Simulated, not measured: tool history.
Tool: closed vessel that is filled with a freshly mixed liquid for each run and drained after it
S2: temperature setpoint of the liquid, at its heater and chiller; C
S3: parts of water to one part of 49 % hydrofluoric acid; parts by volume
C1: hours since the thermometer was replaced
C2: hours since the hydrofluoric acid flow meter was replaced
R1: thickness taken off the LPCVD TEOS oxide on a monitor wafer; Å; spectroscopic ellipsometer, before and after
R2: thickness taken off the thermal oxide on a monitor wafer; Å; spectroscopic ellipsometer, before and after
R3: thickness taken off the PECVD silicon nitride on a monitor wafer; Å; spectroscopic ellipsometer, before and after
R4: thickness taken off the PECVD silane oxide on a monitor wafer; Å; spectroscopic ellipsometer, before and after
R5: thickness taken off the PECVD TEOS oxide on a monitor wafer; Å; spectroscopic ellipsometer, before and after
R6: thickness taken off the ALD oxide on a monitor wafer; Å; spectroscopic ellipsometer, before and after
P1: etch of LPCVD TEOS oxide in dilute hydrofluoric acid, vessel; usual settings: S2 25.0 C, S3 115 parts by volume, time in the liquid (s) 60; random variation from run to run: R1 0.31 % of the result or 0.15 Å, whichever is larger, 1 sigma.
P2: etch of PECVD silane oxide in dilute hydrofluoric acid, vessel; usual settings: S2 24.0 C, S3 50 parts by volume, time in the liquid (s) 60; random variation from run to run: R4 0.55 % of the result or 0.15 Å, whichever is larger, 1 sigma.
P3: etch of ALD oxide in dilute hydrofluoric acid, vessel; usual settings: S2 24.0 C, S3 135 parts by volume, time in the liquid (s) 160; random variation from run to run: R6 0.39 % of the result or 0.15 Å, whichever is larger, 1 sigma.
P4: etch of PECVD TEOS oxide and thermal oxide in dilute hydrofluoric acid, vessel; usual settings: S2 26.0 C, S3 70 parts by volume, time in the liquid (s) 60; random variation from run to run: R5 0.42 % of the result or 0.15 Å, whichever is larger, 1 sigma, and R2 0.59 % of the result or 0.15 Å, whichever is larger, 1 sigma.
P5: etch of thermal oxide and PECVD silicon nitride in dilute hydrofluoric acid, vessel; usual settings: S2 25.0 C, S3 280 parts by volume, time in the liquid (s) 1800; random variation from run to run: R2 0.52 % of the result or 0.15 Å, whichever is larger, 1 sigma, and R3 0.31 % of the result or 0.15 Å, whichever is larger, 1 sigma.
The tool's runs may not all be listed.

Run 1, hour 5.3: process that ran P1, S2 25.0 C, S3 115 parts by volume, time in the liquid (s) 60; C1 735.5; C2 245.9. Result: R1 302.64 Å.
Run 2, hour 9.3: process that ran P5, S2 17.0 C, S3 280 parts by volume, time in the liquid (s) 1800; C1 739.5; C2 249.9. Result: R2 190.650 Å, R3 71.822 Å.
Run 3, hour 13.6: process that ran P1, S2 25.0 C, S3 115 parts by volume, time in the liquid (s) 60; C1 743.8; C2 254.2. Result: R1 301.60 Å.
Run 4, hour 17.3: process that ran P1, S2 29.0 C, S3 70 parts by volume, time in the liquid (s) 60; C1 747.5; C2 257.9. Result: R1 618.00 Å.
Run 5, hour 21.2: process that ran P1, S2 25.0 C, S3 115 parts by volume, time in the liquid (s) 30; C1 751.4; C2 261.8. Result: R1 152.05 Å.
Run 6, hour 26.0: process that ran P2, S2 24.0 C, S3 20 parts by volume, time in the liquid (s) 60; C1 756.2; C2 266.6. Result: R4 867.14 Å.
Run 7, hour 28.8: process that ran P1, S2 25.0 C, S3 115 parts by volume, time in the liquid (s) 60; C1 759.0; C2 269.4. Result: R1 304.66 Å.
Run 8, hour 33.9: process that ran P1, S2 25.0 C, S3 115 parts by volume, time in the liquid (s) 60; C1 764.1; C2 274.5. Result: R1 302.63 Å.
Run 9, hour 37.4: process that ran P5, S2 25.0 C, S3 280 parts by volume, time in the liquid (s) 1800; C1 767.6; C2 278.0. Result: R2 253.500 Å, R3 119.340 Å.
Run 10, hour 41.8: process that ran P5, S2 25.0 C, S3 90 parts by volume, time in the liquid (s) 1800; C1 772.0; C2 282.4. Result: R2 984.330 Å, R3 368.090 Å.
Run 11, hour 47.2: process that ran P5, S2 25.0 C, S3 280 parts by volume, time in the liquid (s) 190; C1 777.4; C2 287.8. Result: R2 26.915 Å, R3 12.646 Å.
Run 12, hour 52.9: process that ran P1, S2 25.0 C, S3 35 parts by volume, time in the liquid (s) 60; C1 783.1; C2 293.5. Result: R1 1103.70 Å.
Run 13, hour 55.6: process that ran P2, S2 24.0 C, S3 50 parts by volume, time in the liquid (s) 90; C1 785.8; C2 296.2. Result: R4 494.77 Å.
Run 14, hour 61.6: process that ran P2, S2 28.5 C, S3 50 parts by volume, time in the liquid (s) 60; C1 791.8; C2 302.2. Result: R4 396.88 Å.
Run 15, hour 65.1: process that ran P4, S2 26.0 C, S3 70 parts by volume, time in the liquid (s) 60; C1 795.3; C2 305.7. Result: R2 45.127 Å, R5 119.21 Å.
Run 16, hour 68.7: process that ran P2, S2 24.0 C, S3 50 parts by volume, time in the liquid (s) 60; C1 798.9; C2 309.3. Result: R4 328.43 Å.
Run 17, hour 72.4: process that ran P3, S2 24.0 C, S3 135 parts by volume, time in the liquid (s) 30; C1 802.6; C2 313.0. Result: R6 47.732 Å.
Run 18, hour 75.7: process that ran P3, S2 17.0 C, S3 135 parts by volume, time in the liquid (s) 160; C1 805.9; C2 316.3. Result: R6 192.300 Å.
Run 19, hour 80.4: process that ran P1, S2 31.0 C, S3 115 parts by volume, time in the liquid (s) 60; C1 810.6; C2 321.0. Result: R1 380.60 Å.
Run 20, hour 83.7: process that ran P1, S2 20.5 C, S3 115 parts by volume, time in the liquid (s) 60; C1 813.9; C2 324.3. Result: R1 254.71 Å.
Run 21, hour 88.3: process that ran P1, S2 25.0 C, S3 115 parts by volume, time in the liquid (s) 60; C1 818.5; C2 328.9. Result: R1 302.88 Å.
Run 22, hour 94.4: process that ran P4, S2 26.0 C, S3 20 parts by volume, time in the liquid (s) 60; C1 824.6; C2 335.0. Result: R2 168.540 Å, R5 449.52 Å.
Run 23, hour 98.7: process that ran P1, S2 25.0 C, S3 115 parts by volume, time in the liquid (s) 100; C1 828.9; C2 339.3. Result: R1 504.72 Å.
Run 24, hour 104.1: process that ran P1, S2 25.0 C, S3 185 parts by volume, time in the liquid (s) 60; C1 834.3; C2 344.7. Result: R1 173.74 Å.
Run 25, hour 109.7: process that ran P4, S2 26.0 C, S3 70 parts by volume, time in the liquid (s) 30; C1 839.9; C2 350.3. Result: R2 22.233 Å, R5 59.57 Å.
Run 26, hour 114.5: process that ran P3, S2 24.0 C, S3 185 parts by volume, time in the liquid (s) 160; C1 844.7; C2 355.1. Result: R6 173.380 Å.
Run 27, hour 120.1: process that ran P4, S2 31.5 C, S3 70 parts by volume, time in the liquid (s) 60; C1 850.3; C2 360.7. Result: R2 55.863 Å, R5 147.77 Å.
Run 28, hour 123.6: process that ran P4, S2 26.0 C, S3 70 parts by volume, time in the liquid (s) 60; C1 853.8; C2 364.2. Result: R2 45.166 Å, R5 118.61 Å.
Run 29, hour 128.8: process that ran P1, S2 25.0 C, S3 115 parts by volume, time in the liquid (s) 60; C1 859.0; C2 369.4. Result: R1 302.82 Å.
Run 30, hour 133.1: process that ran P2, S2 24.0 C, S3 50 parts by volume, time in the liquid (s) 60; C1 863.3; C2 373.7. Result: R4 329.98 Å.
Run 31, hour 135.9: process that ran P3, S2 24.0 C, S3 135 parts by volume, time in the liquid (s) 160; C1 866.1; C2 376.5. Result: R6 252.700 Å.
Run 32, hour 142.0: process that ran P1, S2 25.0 C, S3 115 parts by volume, time in the liquid (s) 60; C1 872.2; C2 382.6. Result: R1 303.80 Å.
Run 33, hour 146.1: process that ran P1, S2 25.0 C, S3 115 parts by volume, time in the liquid (s) 60; C1 876.3; C2 386.7. Result: R1 293.62 Å.
Run 34, hour 152.1: process that ran P1, S2 25.0 C, S3 115 parts by volume, time in the liquid (s) 60; C1 882.3; C2 392.7. Result: R1 285.45 Å.
Run 35, hour 157.6: process that ran P1, S2 25.0 C, S3 115 parts by volume, time in the liquid (s) 60; C1 887.8; C2 398.2. Result: R1 280.03 Å.
Run 36, hour 162.2: process that ran P1, S2 25.0 C, S3 115 parts by volume, time in the liquid (s) 60; C1 892.4; C2 402.8. Result: R1 280.40 Å.
Run 37, hour 168.0: process that ran P1, S2 25.0 C, S3 115 parts by volume, time in the liquid (s) 60; C1 898.2; C2 408.6. Result: R1 277.81 Å.
Run 38, hour 173.4: process that ran P1, S2 25.0 C, S3 115 parts by volume, time in the liquid (s) 60; C1 903.6; C2 414.0. Result: R1 276.18 Å.
Run 39, hour 178.0: process that ran P1, S2 25.0 C, S3 115 parts by volume, time in the liquid (s) 60; C1 908.2; C2 418.6. Result: R1 275.43 Å.
Run 40, hour 183.8: process that ran P1, S2 25.0 C, S3 115 parts by volume, time in the liquid (s) 60; C1 914.0; C2 424.4. Result: R1 275.43 Å.

What P1 gives has crept away from where it was. These 2 causes fit the log equally well, each at the size given:
A: liquid colder than its thermometer reads (K) = 2.4
B: hydrofluoric acid flow below the setpoint (%) = 7.86
The creep began at about hour 142.0.

4 check runs are offered, one wafer each, their results left as question marks. Which one tells the causes apart?
Run check 1, hour 189.6: process that ran P2, S2 24.0 C, S3 50 parts by volume, time in the liquid (s) 60. Result: R4 ?.
Run check 2, hour 189.6: process that ran P4, S2 26.0 C, S3 70 parts by volume, time in the liquid (s) 60. Result: R2 ?, R5 ?.
Run check 3, hour 189.6: process that ran P5, S2 25.0 C, S3 280 parts by volume, time in the liquid (s) 1800. Result: R2 ?, R3 ?.
Run check 4, hour 189.6: process that ran P3, S2 24.0 C, S3 135 parts by volume, time in the liquid (s) 160. Result: R6 ?.

What each check would give under each cause:
  check  result     if A     if B
check 1      R4   299.21   302.86
check 2      R2   40.989   41.265
check 2      R5   108.25   108.98
check 3      R2  234.010  229.100
check 3      R3  103.100  110.150
check 4      R6  231.000  230.670
How far apart the two closest causes lie, in the result that separates them most: check 1 1.21 %; check 2 0.67 %; check 3 6.61 %; check 4 0.14 %
Check 3 tells the causes apart: in the others they would give nearly the same result.

Check 3 was then run and gave: R2 227.990 Å; R3 110.710 Å. Which cause is it?

It is B: hydrofluoric acid flow below the setpoint (%).

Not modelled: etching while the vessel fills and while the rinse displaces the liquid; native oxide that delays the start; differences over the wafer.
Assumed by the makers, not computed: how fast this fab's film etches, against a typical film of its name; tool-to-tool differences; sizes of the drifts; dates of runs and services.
